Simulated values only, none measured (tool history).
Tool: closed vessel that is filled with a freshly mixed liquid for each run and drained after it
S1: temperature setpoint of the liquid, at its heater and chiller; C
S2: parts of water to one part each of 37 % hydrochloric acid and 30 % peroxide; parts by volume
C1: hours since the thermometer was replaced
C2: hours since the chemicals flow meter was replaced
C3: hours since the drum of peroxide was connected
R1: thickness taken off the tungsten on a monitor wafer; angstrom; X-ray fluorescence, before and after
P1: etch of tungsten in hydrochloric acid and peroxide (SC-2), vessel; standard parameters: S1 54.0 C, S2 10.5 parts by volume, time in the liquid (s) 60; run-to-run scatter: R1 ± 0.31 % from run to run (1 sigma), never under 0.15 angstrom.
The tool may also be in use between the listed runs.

{"run": 1, "hour": 15.2, "S1": 54.0, "S2": 10.5, "time in the liquid (s)": 60, "C1": 519.8, "C2": 238.0, "C3": 140.2, "R1": 116.52}
{"run": 2, "hour": 26.7, "S1": 54.0, "S2": 18.0, "time in the liquid (s)": 60, "C1": 531.3, "C2": 249.5, "C3": 151.7, "R1": 73.078}
{"run": 3, "hour": 38.9, "S1": 54.0, "S2": 10.5, "time in the liquid (s)": 115, "C1": 543.5, "C2": 261.7, "C3": 163.9, "R1": 223.58}
{"run": 4, "hour": 48.6, "S1": 39.0, "S2": 14.5, "time in the liquid (s)": 60, "C1": 553.2, "C2": 271.4, "C3": 173.6, "R1": 31.875}
{"run": 5, "hour": 64.9, "S1": 54.0, "S2": 10.5, "time in the liquid (s)": 30, "C1": 569.5, "C2": 287.7, "C3": 189.9, "R1": 58.296}
{"run": 6, "hour": 81.5, "S1": 39.0, "S2": 10.5, "time in the liquid (s)": 60, "C1": 586.1, "C2": 304.3, "C3": 206.5, "R1": 41.877}
{"run": 7, "hour": 98.5, "S1": 54.0, "S2": 4.0, "time in the liquid (s)": 30, "C1": 603.1, "C2": 321.3, "C3": 223.5, "R1": 121.82}
{"run": 8, "hour": 112.9, "S1": 69.5, "S2": 10.5, "time in the liquid (s)": 60, "C1": 617.5, "C2": 335.7, "C3": 237.9, "R1": 305.67}
{"run": 9, "hour": 128.8, "S1": 54.0, "S2": 10.5, "time in the liquid (s)": 60, "C1": 633.4, "C2": 351.6, "C3": 253.8, "R1": 115.96}
{"hour": 136.7, "done": "thermometer replaced"}
{"run": 10, "hour": 138.8, "S1": 54.0, "S2": 10.5, "time in the liquid (s)": 60, "C1": 2.2, "C2": 361.6, "C3": 263.8, "R1": 116.04}
{"run": 11, "hour": 153.6, "S1": 54.0, "S2": 4.0, "time in the liquid (s)": 60, "C1": 17.0, "C2": 376.4, "C3": 278.6, "R1": 242.95}
{"run": 12, "hour": 166.7, "S1": 54.0, "S2": 10.5, "time in the liquid (s)": 60, "C1": 30.1, "C2": 389.5, "C3": 291.7, "R1": 117.13}
{"run": 13, "hour": 178.2, "S1": 54.0, "S2": 5.5, "time in the liquid (s)": 110, "C1": 41.6, "C2": 401.0, "C3": 303.2, "R1": 355.05}
{"run": 14, "hour": 190.9, "S1": 54.0, "S2": 10.5, "time in the liquid (s)": 60, "C1": 54.3, "C2": 413.7, "C3": 315.9, "R1": 116.93}
{"run": 15, "hour": 206.6, "S1": 54.0, "S2": 10.5, "time in the liquid (s)": 60, "C1": 70.0, "C2": 429.4, "C3": 331.6, "R1": 116.72}
{"run": 16, "hour": 221.6, "S1": 54.0, "S2": 10.5, "time in the liquid (s)": 60, "C1": 85.0, "C2": 444.4, "C3": 346.6, "R1": 121.36}
{"run": 17, "hour": 230.1, "S1": 54.0, "S2": 10.5, "time in the liquid (s)": 60, "C1": 93.5, "C2": 452.9, "C3": 355.1, "R1": 122.64}
{"run": 18, "hour": 241.3, "S1": 54.0, "S2": 10.5, "time in the liquid (s)": 60, "C1": 104.7, "C2": 464.1, "C3": 366.3, "R1": 123.68}
{"run": 19, "hour": 253.4, "S1": 54.0, "S2": 10.5, "time in the liquid (s)": 60, "C1": 116.8, "C2": 476.2, "C3": 378.4, "R1": 125.16}
{"run": 20, "hour": 264.2, "S1": 54.0, "S2": 10.5, "time in the liquid (s)": 60, "C1": 127.6, "C2": 487.0, "C3": 389.2, "R1": 125.19}

What will run 21 give?
{"run": 21, "hour": 282.3, "S1": 54.0, "S2": 10.5, "time in the liquid (s)": 60, "C1": 145.7, "C2": 505.1, "C3": 407.3, "R1": "?"}

R1: 126.510 angstrom
